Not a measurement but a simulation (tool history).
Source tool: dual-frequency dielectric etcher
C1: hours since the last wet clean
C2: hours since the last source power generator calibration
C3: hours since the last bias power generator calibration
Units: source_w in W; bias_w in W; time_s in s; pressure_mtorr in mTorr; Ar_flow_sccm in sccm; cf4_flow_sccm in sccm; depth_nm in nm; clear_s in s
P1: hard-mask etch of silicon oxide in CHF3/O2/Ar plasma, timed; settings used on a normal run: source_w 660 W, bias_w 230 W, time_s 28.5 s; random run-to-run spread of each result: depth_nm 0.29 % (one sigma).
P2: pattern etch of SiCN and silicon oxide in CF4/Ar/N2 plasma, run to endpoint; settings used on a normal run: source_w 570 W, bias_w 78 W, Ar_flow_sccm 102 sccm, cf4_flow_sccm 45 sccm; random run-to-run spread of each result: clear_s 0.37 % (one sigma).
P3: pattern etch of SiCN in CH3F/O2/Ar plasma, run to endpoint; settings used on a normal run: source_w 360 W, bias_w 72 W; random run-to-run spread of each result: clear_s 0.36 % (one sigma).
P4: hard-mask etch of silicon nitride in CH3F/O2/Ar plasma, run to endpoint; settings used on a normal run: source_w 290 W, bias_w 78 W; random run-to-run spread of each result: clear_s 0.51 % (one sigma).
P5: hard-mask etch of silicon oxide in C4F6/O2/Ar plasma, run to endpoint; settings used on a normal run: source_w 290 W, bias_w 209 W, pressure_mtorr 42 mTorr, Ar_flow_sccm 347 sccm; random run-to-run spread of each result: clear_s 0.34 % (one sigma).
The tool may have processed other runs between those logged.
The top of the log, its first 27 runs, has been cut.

Run 28, hour 292.5: process P1, source_w 510 W, bias_w 230 W, time_s 28.5 s; C1 359.4; C2 3405.8; C3 632.7. Result: depth_nm 57.622 nm.
Run 29, hour 307: process P5, source_w 290 W, bias_w 209 W, pressure_mtorr 42 mTorr, Ar_flow_sccm 347 sccm; C1 373.9; C2 3420.3; C3 647.2. Result: clear_s 74.899 s.
Run 30, hour 317.1: process P3, source_w 360 W, bias_w 72 W; C1 384; C2 3430.4; C3 657.3. Result: clear_s 24.788 s.
Run 31, hour 330: process P2, source_w 750 W, bias_w 78 W, Ar_flow_sccm 102 sccm, cf4_flow_sccm 45 sccm; C1 396.9; C2 3443.3; C3 670.2. Result: clear_s 7.9112 s.
Run 32, hour 338.4: process P3, source_w 360 W, bias_w 85 W; C1 405.3; C2 3451.7; C3 678.6. Result: clear_s 23.261 s.
Run 33, hour 351.5: process P3, source_w 210 W, bias_w 72 W; C1 418.4; C2 3464.8; C3 691.7. Result: clear_s 30.277 s.
Run 34, hour 358.8: process P1, source_w 660 W, bias_w 230 W, time_s 28.5 s; C1 425.7; C2 3472.1; C3 699. Result: depth_nm 63.574 nm.
Run 35, hour 366.6: process P1, source_w 660 W, bias_w 230 W, time_s 28.5 s; C1 433.5; C2 3479.9; C3 706.8. Result: depth_nm 63.166 nm.
Run 36, hour 380.4: process P1, source_w 660 W, bias_w 230 W, time_s 28.5 s; C1 447.3; C2 3493.7; C3 720.6. Result: depth_nm 63.091 nm.
Run 37, hour 394: process P1, source_w 660 W, bias_w 230 W, time_s 28.5 s; C1 460.9; C2 3507.3; C3 734.2. Result: depth_nm 63.293 nm.
Run 38, hour 407.1: process P1, source_w 660 W, bias_w 230 W, time_s 28.5 s; C1 474; C2 3520.4; C3 747.3. Result: depth_nm 62.661 nm.
Run 39, hour 418.5: process P1, source_w 660 W, bias_w 230 W, time_s 28.5 s; C1 485.4; C2 3531.8; C3 758.7. Result: depth_nm 62.694 nm.
At hour 424.3: wet clean of the chamber.
Run 40, hour 430.4: process P1, source_w 660 W, bias_w 230 W, time_s 28.5 s; C1 6.2; C2 3543.7; C3 770.6. Result: depth_nm 62.391 nm.
Run 41, hour 443.9: process P1, source_w 660 W, bias_w 230 W, time_s 28.5 s; C1 19.7; C2 3557.2; C3 784.1. Result: depth_nm 62.502 nm.
Run 42, hour 454.6: process P1, source_w 660 W, bias_w 230 W, time_s 28.5 s; C1 30.4; C2 3567.9; C3 794.8. Result: depth_nm 62.349 nm.
Run 43, hour 461.9: process P1, source_w 660 W, bias_w 230 W, time_s 28.5 s; C1 37.7; C2 3575.2; C3 802.1. Result: depth_nm 62.484 nm.

What will run 44 give?
Run 44, hour 468.3: process P1, source_w 660 W, bias_w 230 W, time_s 28.5 s; C1 44.1; C2 3581.6; C3 808.5. Result: depth_nm ?.

{"run 44": {"depth_nm": 62.537}}
